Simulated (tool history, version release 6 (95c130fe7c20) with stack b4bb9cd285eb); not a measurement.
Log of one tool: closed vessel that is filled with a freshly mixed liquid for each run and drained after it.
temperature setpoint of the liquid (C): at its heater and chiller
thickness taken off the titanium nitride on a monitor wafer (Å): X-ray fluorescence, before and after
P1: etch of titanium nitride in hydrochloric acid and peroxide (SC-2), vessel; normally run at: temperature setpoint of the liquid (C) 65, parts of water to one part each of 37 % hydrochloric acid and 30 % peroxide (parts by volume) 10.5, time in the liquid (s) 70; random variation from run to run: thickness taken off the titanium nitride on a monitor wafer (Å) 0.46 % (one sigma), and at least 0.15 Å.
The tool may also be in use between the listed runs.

run   hour  temperature setpoint of the liquid (C)  parts of water to one part each of 37 % hydrochloric acid and 30 % peroxide (parts by volume)  time in the liquid (s)  hours since the thermometer was replaced  hours since the chemicals flow meter was replaced  hours since the drum of peroxide was connected  thickness taken off the titanium nitride on a monitor wafer (Å)
  1    6.2                                      65                                                                                           10.5                      70                                     669.7                                              346.7                                            55.4                                                           51.792
  2   14.2                                      65                                                                                           10.5                      70                                     677.7                                              354.7                                            63.4                                                           52.247
  3   25.3                                    50.5                                                                                           10.5                      70                                     688.8                                              365.8                                            74.5                                                           20.506
  4   32.9                                      72                                                                                           14.5                      70                                     696.4                                              373.4                                            82.1                                                           59.659
  5   42.2                                      65                                                                                              4                      70                                     705.7                                              382.7                                            91.4                                                           108.19
  6   48.2                                      65                                                                                           10.5                      40                                     711.7                                              388.7                                            97.4                                                           29.575
  7   55.5                                      65                                                                                           15.5                      70                                       719                                                396                                           104.7                                                           37.383
  8     68                                      65                                                                                           10.5                      70                                     731.5                                              408.5                                           117.2                                                           52.789
  9     76                                      65                                                                                              6                     100                                     739.5                                              416.5                                           125.2                                                           115.69
 10   84.6                                      65                                                                                           10.5                      70                                     748.1                                              425.1                                           133.8                                                           52.789
 11   92.9                                      72                                                                                           10.5                      70                                     756.4                                              433.4                                           142.1                                                            79.26
 12    102                                      65                                                                                           10.5                      70                                     765.5                                              442.5                                           151.2                                                           52.489
 13  111.2                                      65                                                                                           10.5                     125                                     774.7                                              451.7                                           160.4                                                           92.796
 14  120.3                                      65                                                                                           10.5                      70                                     783.8                                              460.8                                           169.5                                                           52.063

Run 15 comes next. What will it give?
 15  129.4                                      65                                                                                           10.5                      70                                     792.9                                              469.9                                           178.6                                                                ?

{"run 15": {"thickness taken off the titanium nitride on a monitor wafer (Å)": 50.03}}

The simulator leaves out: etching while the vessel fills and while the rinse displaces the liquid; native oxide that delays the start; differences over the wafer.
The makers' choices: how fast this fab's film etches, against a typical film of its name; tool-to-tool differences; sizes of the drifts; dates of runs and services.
